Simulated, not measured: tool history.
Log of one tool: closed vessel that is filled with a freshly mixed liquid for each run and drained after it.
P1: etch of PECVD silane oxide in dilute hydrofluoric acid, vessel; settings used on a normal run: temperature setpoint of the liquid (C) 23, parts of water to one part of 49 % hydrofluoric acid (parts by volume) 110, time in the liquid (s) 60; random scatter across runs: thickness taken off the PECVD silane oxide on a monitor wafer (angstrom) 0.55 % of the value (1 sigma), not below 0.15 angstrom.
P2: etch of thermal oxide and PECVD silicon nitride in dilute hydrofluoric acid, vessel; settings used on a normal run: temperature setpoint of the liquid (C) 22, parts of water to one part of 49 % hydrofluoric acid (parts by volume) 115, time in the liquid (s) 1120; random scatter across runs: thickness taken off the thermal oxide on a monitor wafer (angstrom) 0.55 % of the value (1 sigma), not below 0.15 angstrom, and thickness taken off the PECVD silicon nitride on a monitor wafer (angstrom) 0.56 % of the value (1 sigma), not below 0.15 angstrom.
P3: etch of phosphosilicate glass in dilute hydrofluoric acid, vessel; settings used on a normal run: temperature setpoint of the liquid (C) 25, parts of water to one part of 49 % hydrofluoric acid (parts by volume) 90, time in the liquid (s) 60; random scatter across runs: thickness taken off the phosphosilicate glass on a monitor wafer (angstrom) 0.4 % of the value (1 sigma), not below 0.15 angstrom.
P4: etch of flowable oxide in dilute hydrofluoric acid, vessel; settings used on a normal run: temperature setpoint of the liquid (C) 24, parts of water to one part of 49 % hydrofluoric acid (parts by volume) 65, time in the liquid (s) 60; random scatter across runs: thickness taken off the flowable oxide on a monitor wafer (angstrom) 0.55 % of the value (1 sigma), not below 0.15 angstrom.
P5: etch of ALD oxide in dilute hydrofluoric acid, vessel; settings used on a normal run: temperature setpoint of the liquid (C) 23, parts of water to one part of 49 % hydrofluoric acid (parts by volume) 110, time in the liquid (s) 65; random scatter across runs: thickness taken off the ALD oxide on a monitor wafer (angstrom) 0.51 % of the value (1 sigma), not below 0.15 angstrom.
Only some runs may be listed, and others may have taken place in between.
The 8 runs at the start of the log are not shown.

| run | hour | process that ran | temperature setpoint of the liquid (C) | parts of water to one part of 49 % hydrofluoric acid (parts by volume) | time in the liquid (s) | thickness taken off the PECVD silane oxide on a monitor wafer (angstrom) | thickness taken off the flowable oxide on a monitor wafer (angstrom) | thickness taken off the ALD oxide on a monitor wafer (angstrom) | thickness taken off the thermal oxide on a monitor wafer (angstrom) | thickness taken off the PECVD silicon nitride on a monitor wafer (angstrom) | thickness taken off the phosphosilicate glass on a monitor wafer (angstrom) |
|---|---|---|---|---|---|---|---|---|---|---|---|
| 9 | 27.1 | P5 | 17.5 | 110 | 65 |  |  | 44.862 |  |  |  |
| 10 | 30.6 | P2 | 22 | 115 | 1120 |  |  |  | 417.77 | 454.7 |  |
| 11 | 32.8 | P1 | 23 | 110 | 60 | 95.737 |  |  |  |  |  |
| 12 | 36.6 | P3 | 20.5 | 90 | 60 |  |  |  |  |  | 362.83 |
| 13 | 39.5 | P3 | 25 | 45 | 60 |  |  |  |  |  | 914.73 |
| 14 | 43 | P1 | 23 | 110 | 60 | 95.711 |  |  |  |  |  |
| 15 | 46.3 | P2 | 17.5 | 115 | 1120 |  |  |  | 346.63 | 334.89 |  |
| 16 | 48.9 | P4 | 24 | 65 | 60 |  | 327.75 |  |  |  |  |
| 17 | 53.2 | P1 | 23 | 30 | 60 | 389.77 |  |  |  |  |  |
| 18 | 57.2 | P1 | 23 | 110 | 60 | 95.71 |  |  |  |  |  |
| 19 | 61.4 | P1 | 23 | 110 | 60 | 96.219 |  |  |  |  |  |
| 20 | 65 | P5 | 23 | 190 | 65 |  |  | 29.237 |  |  |  |
| 21 | 68.2 | P1 | 23 | 110 | 60 | 95.53 |  |  |  |  |  |
| 22 | 72 | P2 | 22 | 115 | 390 |  |  |  | 144.77 | 158.67 |  |
| 23 | 75.1 | P4 | 24 | 65 | 60 |  | 331.07 |  |  |  |  |
| 24 | 78.3 | P1 | 23 | 190 | 60 | 51.44 |  |  |  |  |  |
| 25 | 82.4 | P1 | 23 | 110 | 90 | 143.9 |  |  |  |  |  |
| 26 | 86.3 | P1 | 17 | 110 | 60 | 74.474 |  |  |  |  |  |
| 27 | 89.5 | P4 | 24 | 65 | 90 |  | 494.92 |  |  |  |  |
| 28 | 91.8 | P1 | 26.5 | 30 | 60 | 449.76 |  |  |  |  |  |
| 29 | 95.6 | P5 | 23 | 110 | 65 |  |  | 56.125 |  |  |  |
| 30 | 97.7 | P1 | 23 | 110 | 30 | 48.447 |  |  |  |  |  |
| 31 | 101.7 | P4 | 24 | 110 | 60 |  | 184.19 |  |  |  |  |
| 32 | 103.9 | P1 | 29 | 110 | 60 | 120.3 |  |  |  |  |  |
| 33 | 107.7 | P5 | 23 | 110 | 125 |  |  | 107.13 |  |  |  |

Run 34, settings as shown, results not yet in. Your forecast:
| 34 | 111.3 | P1 | 23 | 110 | 60 | ? |  |  |  |  |  |

{"run 34": {"thickness taken off the PECVD silane oxide on a monitor wafer (angstrom)": 96.561}}
